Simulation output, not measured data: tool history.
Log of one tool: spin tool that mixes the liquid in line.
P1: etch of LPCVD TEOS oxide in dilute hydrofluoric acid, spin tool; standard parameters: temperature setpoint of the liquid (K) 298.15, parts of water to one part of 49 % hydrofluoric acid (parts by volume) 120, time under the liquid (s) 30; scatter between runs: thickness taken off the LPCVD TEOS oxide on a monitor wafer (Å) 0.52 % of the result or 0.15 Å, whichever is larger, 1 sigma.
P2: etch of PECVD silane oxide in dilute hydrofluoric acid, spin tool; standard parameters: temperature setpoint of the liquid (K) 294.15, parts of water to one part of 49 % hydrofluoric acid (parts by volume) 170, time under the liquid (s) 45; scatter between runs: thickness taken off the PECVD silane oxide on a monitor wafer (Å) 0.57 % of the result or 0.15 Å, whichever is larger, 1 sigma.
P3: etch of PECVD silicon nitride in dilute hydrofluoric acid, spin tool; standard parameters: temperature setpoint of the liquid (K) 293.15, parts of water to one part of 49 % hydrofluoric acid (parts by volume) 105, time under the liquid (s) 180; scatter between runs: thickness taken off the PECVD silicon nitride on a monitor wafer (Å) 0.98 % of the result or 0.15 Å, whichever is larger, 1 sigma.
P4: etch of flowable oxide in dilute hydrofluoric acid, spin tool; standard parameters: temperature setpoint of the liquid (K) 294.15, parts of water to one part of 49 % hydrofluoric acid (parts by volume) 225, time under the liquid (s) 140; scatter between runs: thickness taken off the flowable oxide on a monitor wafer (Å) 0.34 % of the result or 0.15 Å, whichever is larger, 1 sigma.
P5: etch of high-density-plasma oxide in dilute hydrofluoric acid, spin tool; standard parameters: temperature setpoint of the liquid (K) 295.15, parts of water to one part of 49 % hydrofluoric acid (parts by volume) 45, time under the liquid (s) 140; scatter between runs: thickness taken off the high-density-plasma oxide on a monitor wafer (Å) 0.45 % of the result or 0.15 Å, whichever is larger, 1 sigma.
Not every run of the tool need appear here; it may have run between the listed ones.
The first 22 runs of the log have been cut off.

run   hour  process that ran  temperature setpoint of the liquid (K)  parts of water to one part of 49 % hydrofluoric acid (parts by volume)  time under the liquid (s)  thickness taken off the LPCVD TEOS oxide on a monitor wafer (Å)  thickness taken off the PECVD silicon nitride on a monitor wafer (Å)  thickness taken off the flowable oxide on a monitor wafer (Å)  thickness taken off the PECVD silane oxide on a monitor wafer (Å)  thickness taken off the high-density-plasma oxide on a monitor wafer (Å)
 23  123.8                P1                                  298.15                                                                     200                         30                                                           76.593
 24  131.2                P1                                  298.15                                                                     120                         30                                                          140.960
 25  135.5                P5                                  301.65                                                                      45                        140                                                                                                                                                                                                                                                                                                                                            214.840
 26  140.0                P1                                  298.15                                                                      40                         30                                                          468.860
 27  145.6                P5                                  295.15                                                                      45                         15                                                                                                                                                                                                                                                                                                                                             17.765
 28  153.1                P3                                  293.15                                                                     105                        180                                                                                                                                 22.367
 29  157.2                P1                                  292.65                                                                     120                         30                                                          112.450
 30  164.4                P5                                  295.15                                                                      45                        140                                                                                                                                                                                                                                                                                                                                            163.390
 31  169.3                P1                                  302.15                                                                     120                         30                                                          163.790
 32  173.0                P1                                  298.15                                                                     120                         30                                                          140.040
 33  179.3                P1                                  298.15                                                                      25                         15                                                          378.230

The next listed run, before its measurement:
 34  184.7                P1                                  298.15                                                                     120                         30                                                                ?

{"run 34": {"thickness taken off the LPCVD TEOS oxide on a monitor wafer (Å)": 139.86}}
